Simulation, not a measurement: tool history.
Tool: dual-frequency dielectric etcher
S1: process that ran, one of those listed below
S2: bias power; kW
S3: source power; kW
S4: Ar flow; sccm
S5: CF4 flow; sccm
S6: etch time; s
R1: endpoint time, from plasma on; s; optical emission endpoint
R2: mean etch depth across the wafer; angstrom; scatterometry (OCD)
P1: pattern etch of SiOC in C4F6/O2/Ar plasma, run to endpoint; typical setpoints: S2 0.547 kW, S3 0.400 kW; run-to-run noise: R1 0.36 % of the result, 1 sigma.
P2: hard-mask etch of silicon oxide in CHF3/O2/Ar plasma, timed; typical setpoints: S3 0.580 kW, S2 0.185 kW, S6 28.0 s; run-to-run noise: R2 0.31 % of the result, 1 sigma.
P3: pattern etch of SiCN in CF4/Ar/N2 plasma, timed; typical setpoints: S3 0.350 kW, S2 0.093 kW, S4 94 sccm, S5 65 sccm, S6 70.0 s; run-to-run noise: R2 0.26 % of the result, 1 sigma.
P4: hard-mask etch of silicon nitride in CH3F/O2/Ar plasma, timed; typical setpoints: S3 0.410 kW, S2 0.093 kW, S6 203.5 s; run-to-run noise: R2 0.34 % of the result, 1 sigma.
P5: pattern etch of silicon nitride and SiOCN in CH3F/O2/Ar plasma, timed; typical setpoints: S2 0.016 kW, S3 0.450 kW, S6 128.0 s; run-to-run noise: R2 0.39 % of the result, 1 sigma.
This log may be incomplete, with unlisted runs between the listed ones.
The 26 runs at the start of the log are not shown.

| run | day | S1 | S2 | S3 | S4 | S5 | S6 | R1 | R2 |
|---|---|---|---|---|---|---|---|---|---|
| 27 | 9.842 | P3 | 0.093 | 0.350 | 94 | 65 | 70.0 |  | 532.700 |
| 28 | 10.329 | P1 | 0.547 | 0.400 |  |  |  | 14.625 |  |
| 29 | 10.792 | P1 | 0.547 | 0.230 |  |  |  | 17.968 |  |
| 30 | 11.154 | P1 | 0.547 | 0.400 |  |  |  | 14.643 |  |
| 31 | 11.525 | P2 | 0.185 | 0.580 |  |  | 28.0 |  | 557.170 |
| 32 | 11.862 | P1 | 0.547 | 0.400 |  |  |  | 14.673 |  |
| 33 | 12.354 | P1 | 0.547 | 0.400 |  |  |  | 14.622 |  |
| 34 | 12.762 | P1 | 0.547 | 0.400 |  |  |  | 14.557 |  |
| 35 | 13.033 | P1 | 0.547 | 0.400 |  |  |  | 14.478 |  |

Forecast run 36:
| 36 | 13.254 | P1 | 0.547 | 0.400 |  |  |  | ? |  |

{"run 36": {"R1": 14.494}}

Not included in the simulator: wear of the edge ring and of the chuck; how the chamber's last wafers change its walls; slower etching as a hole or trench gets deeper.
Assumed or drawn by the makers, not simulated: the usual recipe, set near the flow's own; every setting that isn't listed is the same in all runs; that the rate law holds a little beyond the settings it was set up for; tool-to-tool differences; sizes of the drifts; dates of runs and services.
